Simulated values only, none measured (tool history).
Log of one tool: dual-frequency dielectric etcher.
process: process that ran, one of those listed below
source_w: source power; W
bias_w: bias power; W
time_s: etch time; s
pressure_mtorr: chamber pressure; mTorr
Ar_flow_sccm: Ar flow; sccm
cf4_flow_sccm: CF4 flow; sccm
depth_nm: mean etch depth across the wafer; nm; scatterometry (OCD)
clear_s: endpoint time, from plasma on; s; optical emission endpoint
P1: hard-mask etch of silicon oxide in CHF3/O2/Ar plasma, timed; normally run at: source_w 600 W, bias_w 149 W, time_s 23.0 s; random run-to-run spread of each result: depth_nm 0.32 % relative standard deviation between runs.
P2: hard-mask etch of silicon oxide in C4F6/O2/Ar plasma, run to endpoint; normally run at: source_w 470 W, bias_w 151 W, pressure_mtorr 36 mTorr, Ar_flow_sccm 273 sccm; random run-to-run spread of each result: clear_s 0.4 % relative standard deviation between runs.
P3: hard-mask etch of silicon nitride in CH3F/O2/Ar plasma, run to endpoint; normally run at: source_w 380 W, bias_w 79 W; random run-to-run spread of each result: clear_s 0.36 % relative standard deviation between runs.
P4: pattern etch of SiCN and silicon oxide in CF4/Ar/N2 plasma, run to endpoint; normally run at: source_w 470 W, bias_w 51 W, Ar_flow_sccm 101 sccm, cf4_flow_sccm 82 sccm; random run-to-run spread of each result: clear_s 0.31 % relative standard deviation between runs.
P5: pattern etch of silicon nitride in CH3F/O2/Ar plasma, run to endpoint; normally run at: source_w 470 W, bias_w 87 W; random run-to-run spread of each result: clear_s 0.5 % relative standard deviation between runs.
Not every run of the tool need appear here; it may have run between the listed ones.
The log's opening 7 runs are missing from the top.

| run | day | process | source_w | bias_w | time_s | pressure_mtorr | Ar_flow_sccm | cf4_flow_sccm | depth_nm | clear_s |
|---|---|---|---|---|---|---|---|---|---|---|
| 8 | 1.846 | P2 | 470 | 151 |  | 43 | 273 |  |  | 93.428 |
|  | 1.862 | bias power generator calibrated |
| 9 | 2.038 | P4 | 470 | 31 |  |  | 101 | 82 |  | 18.892 |
| 10 | 2.296 | P5 | 290 | 87 |  |  |  |  |  | 55.724 |
| 11 | 2.558 | P2 | 470 | 151 |  | 36 | 380 |  |  | 95.234 |
| 12 | 2.771 | P5 | 470 | 87 |  |  |  |  |  | 46.528 |
| 13 | 2.958 | P2 | 470 | 151 |  | 36 | 273 |  |  | 91.805 |
| 14 | 3.258 | P1 | 440 | 93 | 23.0 |  |  |  | 32.537 |  |
| 15 | 3.550 | P1 | 600 | 109 | 23.0 |  |  |  | 38.525 |  |
| 16 | 3.750 | P1 | 810 | 149 | 23.0 |  |  |  | 47.868 |  |
| 17 | 4.042 | P1 | 600 | 149 | 23.0 |  |  |  | 42.301 |  |
| 18 | 4.304 | P5 | 470 | 123 |  |  |  |  |  | 41.034 |
| 19 | 4.546 | P1 | 600 | 149 | 23.0 |  |  |  | 42.686 |  |
| 20 | 4.783 | P4 | 470 | 51 |  |  | 101 | 63 |  | 17.192 |

Expected results for the next run?
| 21 | 4.938 | P1 | 600 | 194 | 14.0 |  |  |  | ? |  |

{"run 21": {"depth_nm": 28.102}}
